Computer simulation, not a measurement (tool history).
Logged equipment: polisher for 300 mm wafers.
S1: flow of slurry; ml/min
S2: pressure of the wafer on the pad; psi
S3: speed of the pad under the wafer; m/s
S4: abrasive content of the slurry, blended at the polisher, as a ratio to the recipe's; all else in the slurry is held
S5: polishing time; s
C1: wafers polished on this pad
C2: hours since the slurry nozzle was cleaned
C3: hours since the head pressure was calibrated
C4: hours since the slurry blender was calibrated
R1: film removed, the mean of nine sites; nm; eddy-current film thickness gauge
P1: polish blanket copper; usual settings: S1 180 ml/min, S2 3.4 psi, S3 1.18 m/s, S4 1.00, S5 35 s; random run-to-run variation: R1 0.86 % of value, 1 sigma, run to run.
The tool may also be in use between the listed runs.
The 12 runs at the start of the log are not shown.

run	hour	S1	S2	S3	S4	S5	C1	C2	C3	C4	R1
13	48.0	180	3.4	1.82	1.00	35	781	6.3	37.9	20.7	184.130
14	53.1	110	3.4	1.18	0.65	35	823	11.4	43.0	25.8	99.146
15	55.9	180	3.4	1.18	1.00	35	846	14.2	45.8	28.6	119.330
16	60.4	180	3.4	1.18	1.00	35	883	18.7	50.3	33.1	118.610
17	63.7	180	1.6	1.18	1.00	35	910	22.0	53.6	36.4	56.169
18	68.8	180	3.4	1.18	1.00	35	952	27.1	58.7	41.5	117.800
19	73.2	180	3.4	1.18	1.00	35	988	31.5	63.1	45.9	119.190
20	76.0	180	3.4	1.18	1.00	35	1011	34.3	65.9	48.7	118.180
21	78.4	180	3.4	1.18	1.00	35	1030	36.7	68.3	51.1	116.000

What will run 22 give?
22	82.2	180	3.4	1.18	1.00	35	1061	40.5	72.1	54.9	?

Run 22 gave R1 113.560 nm.
